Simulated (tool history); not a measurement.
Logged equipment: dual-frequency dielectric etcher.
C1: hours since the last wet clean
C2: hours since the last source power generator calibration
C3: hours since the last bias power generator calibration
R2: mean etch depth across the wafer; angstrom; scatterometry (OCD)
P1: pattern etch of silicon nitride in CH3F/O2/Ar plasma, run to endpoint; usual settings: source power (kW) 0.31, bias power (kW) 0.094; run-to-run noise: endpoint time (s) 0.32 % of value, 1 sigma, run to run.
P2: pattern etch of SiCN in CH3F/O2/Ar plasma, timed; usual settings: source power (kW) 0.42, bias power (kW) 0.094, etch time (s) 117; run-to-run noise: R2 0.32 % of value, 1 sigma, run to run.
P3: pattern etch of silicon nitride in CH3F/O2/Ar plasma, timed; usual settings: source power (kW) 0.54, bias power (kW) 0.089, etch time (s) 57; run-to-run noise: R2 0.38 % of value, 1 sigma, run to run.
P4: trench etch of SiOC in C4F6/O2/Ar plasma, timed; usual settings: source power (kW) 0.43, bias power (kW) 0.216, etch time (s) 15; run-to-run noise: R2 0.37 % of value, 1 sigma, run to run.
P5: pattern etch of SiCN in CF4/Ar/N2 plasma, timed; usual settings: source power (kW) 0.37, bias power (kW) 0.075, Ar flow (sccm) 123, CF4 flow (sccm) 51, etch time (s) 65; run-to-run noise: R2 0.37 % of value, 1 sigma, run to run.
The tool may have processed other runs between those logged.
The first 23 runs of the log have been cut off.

run 24 hour=99.7 | process_that_ran=P3 source_power_(kW)=0.54 bias_power_(kW)=0.089 etch_time_(s)=57 | C1=28.2 C2=813.1 C3=2504.9 | R2=488.96
run 25 hour=102.4 | process_that_ran=P4 source_power_(kW)=0.52 bias_power_(kW)=0.216 etch_time_(s)=15 | C1=30.9 C2=815.8 C3=2507.6 | R2=372.59
run 26 hour=107.3 | process_that_ran=P1 source_power_(kW)=0.31 bias_power_(kW)=0.131 | C1=35.8 C2=820.7 C3=2512.5 | endpoint_time_(s)=34.013
run 27 hour=110 | process_that_ran=P3 source_power_(kW)=0.54 bias_power_(kW)=0.089 etch_time_(s)=82 | C1=38.5 C2=823.4 C3=2515.2 | R2=704.02
run 28 hour=114.1 | process_that_ran=P4 source_power_(kW)=0.43 bias_power_(kW)=0.216 etch_time_(s)=15 | C1=42.6 C2=827.5 C3=2519.3 | R2=345.12
run 29 hour=119.6 | process_that_ran=P1 source_power_(kW)=0.31 bias_power_(kW)=0.094 | C1=48.1 C2=833 C3=2524.8 | endpoint_time_(s)=38.624
run 30 hour=123.1 | process_that_ran=P1 source_power_(kW)=0.31 bias_power_(kW)=0.054 | C1=51.6 C2=836.5 C3=2528.3 | endpoint_time_(s)=46.888
run 31 hour=125.7 | process_that_ran=P1 source_power_(kW)=0.24 bias_power_(kW)=0.111 | C1=54.2 C2=839.1 C3=2530.9 | endpoint_time_(s)=39.921

Estimate the outcome of run 32 from the log above:
run 32 hour=129.4 | process_that_ran=P1 source_power_(kW)=0.31 bias_power_(kW)=0.094 | C1=57.9 C2=842.8 C3=2534.6 | endpoint_time_(s)=?

Run 32 produced endpoint time (s) 38.854.
